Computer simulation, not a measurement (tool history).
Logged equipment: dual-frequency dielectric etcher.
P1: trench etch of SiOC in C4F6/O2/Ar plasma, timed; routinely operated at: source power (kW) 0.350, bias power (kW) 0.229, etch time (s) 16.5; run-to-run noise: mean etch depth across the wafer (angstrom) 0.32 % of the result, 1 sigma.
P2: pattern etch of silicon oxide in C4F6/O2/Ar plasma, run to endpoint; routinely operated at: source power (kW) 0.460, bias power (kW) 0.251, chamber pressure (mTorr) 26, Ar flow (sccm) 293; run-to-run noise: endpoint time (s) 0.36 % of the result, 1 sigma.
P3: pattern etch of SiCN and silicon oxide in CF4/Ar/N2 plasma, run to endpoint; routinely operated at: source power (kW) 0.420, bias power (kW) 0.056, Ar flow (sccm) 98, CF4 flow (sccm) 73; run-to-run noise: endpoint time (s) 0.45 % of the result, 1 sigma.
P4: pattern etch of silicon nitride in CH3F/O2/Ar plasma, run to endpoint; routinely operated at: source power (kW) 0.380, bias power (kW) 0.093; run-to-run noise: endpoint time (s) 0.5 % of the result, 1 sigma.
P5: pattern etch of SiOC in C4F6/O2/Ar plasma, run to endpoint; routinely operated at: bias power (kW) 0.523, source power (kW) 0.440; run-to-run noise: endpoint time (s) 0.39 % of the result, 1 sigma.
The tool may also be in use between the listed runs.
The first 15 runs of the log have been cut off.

run	hour	process that ran	source power (kW)	bias power (kW)	etch time (s)	Ar flow (sccm)	CF4 flow (sccm)	chamber pressure (mTorr)	hours since the last wet clean	hours since the last source power generator calibration	hours since the last bias power generator calibration	mean etch depth across the wafer (angstrom)	endpoint time (s)
16	66.2	P1	0.350	0.229	16.5				354.4	49.4	26.5	347.32	
17	71.6	P3	0.420	0.056		98	73		359.8	54.8	31.9		22.952
# hour 77.2: wet clean of the chamber
18	77.4	P4	0.380	0.093					0.3	60.6	37.7		43.354
19	81.2	P2	0.460	0.251		235		26	4.1	64.4	41.5		11.088
20	84.7	P3	0.510	0.056		98	73		7.6	67.9	45.0		19.338
21	87.7	P1	0.350	0.229	16.5				10.6	70.9	48.0	345.19	
22	91.8	P3	0.420	0.033		98	73		14.7	75.0	52.1		27.032
23	95.4	P1	0.220	0.229	16.5				18.3	78.6	55.7	289.32	
24	99.3	P1	0.350	0.154	16.5				22.2	82.5	59.6	303.75	
25	103.5	P3	0.420	0.056		59	73		26.4	86.7	63.8		21.396
26	106.5	P2	0.260	0.251		293		26	29.4	89.7	66.8		14.089
27	109.3	P4	0.380	0.059					32.2	92.5	69.6		51.842
28	115.2	P1	0.350	0.229	11.0				38.1	98.4	75.5	230.62	
29	118.7	P5	0.340	0.523					41.6	101.9	79.0		17.769
30	122.3	P1	0.350	0.229	16.5				45.2	105.5	82.6	345.41	
31	127.4	P1	0.350	0.229	16.5				50.3	110.6	87.7	345.21	
32	133.4	P1	0.350	0.229	16.5				56.3	116.6	93.7	344.59	
33	137.9	P1	0.350	0.229	16.5				60.8	121.1	98.2	343.71	
34	140.9	P1	0.350	0.229	16.5				63.8	124.1	101.2	340.18	
# hour 142.4: wet clean of the chamber
35	143.7	P1	0.350	0.229	16.5				1.3	126.9	104.0	341.60	
36	149.4	P1	0.350	0.229	16.5				7.0	132.6	109.7	341.12	
37	152.1	P1	0.350	0.229	16.5				9.7	135.3	112.4	340.55	
38	155.1	P1	0.350	0.229	16.5				12.7	138.3	115.4	339.44	
39	161.0	P1	0.350	0.229	16.5				18.6	144.2	121.3	342.26	

Estimate the outcome of run 40 from the log above:
40	166.3	P1	0.350	0.229	16.5				23.9	149.5	126.6	?	

{"run 40": {"mean etch depth across the wafer (angstrom)": 339.9}}

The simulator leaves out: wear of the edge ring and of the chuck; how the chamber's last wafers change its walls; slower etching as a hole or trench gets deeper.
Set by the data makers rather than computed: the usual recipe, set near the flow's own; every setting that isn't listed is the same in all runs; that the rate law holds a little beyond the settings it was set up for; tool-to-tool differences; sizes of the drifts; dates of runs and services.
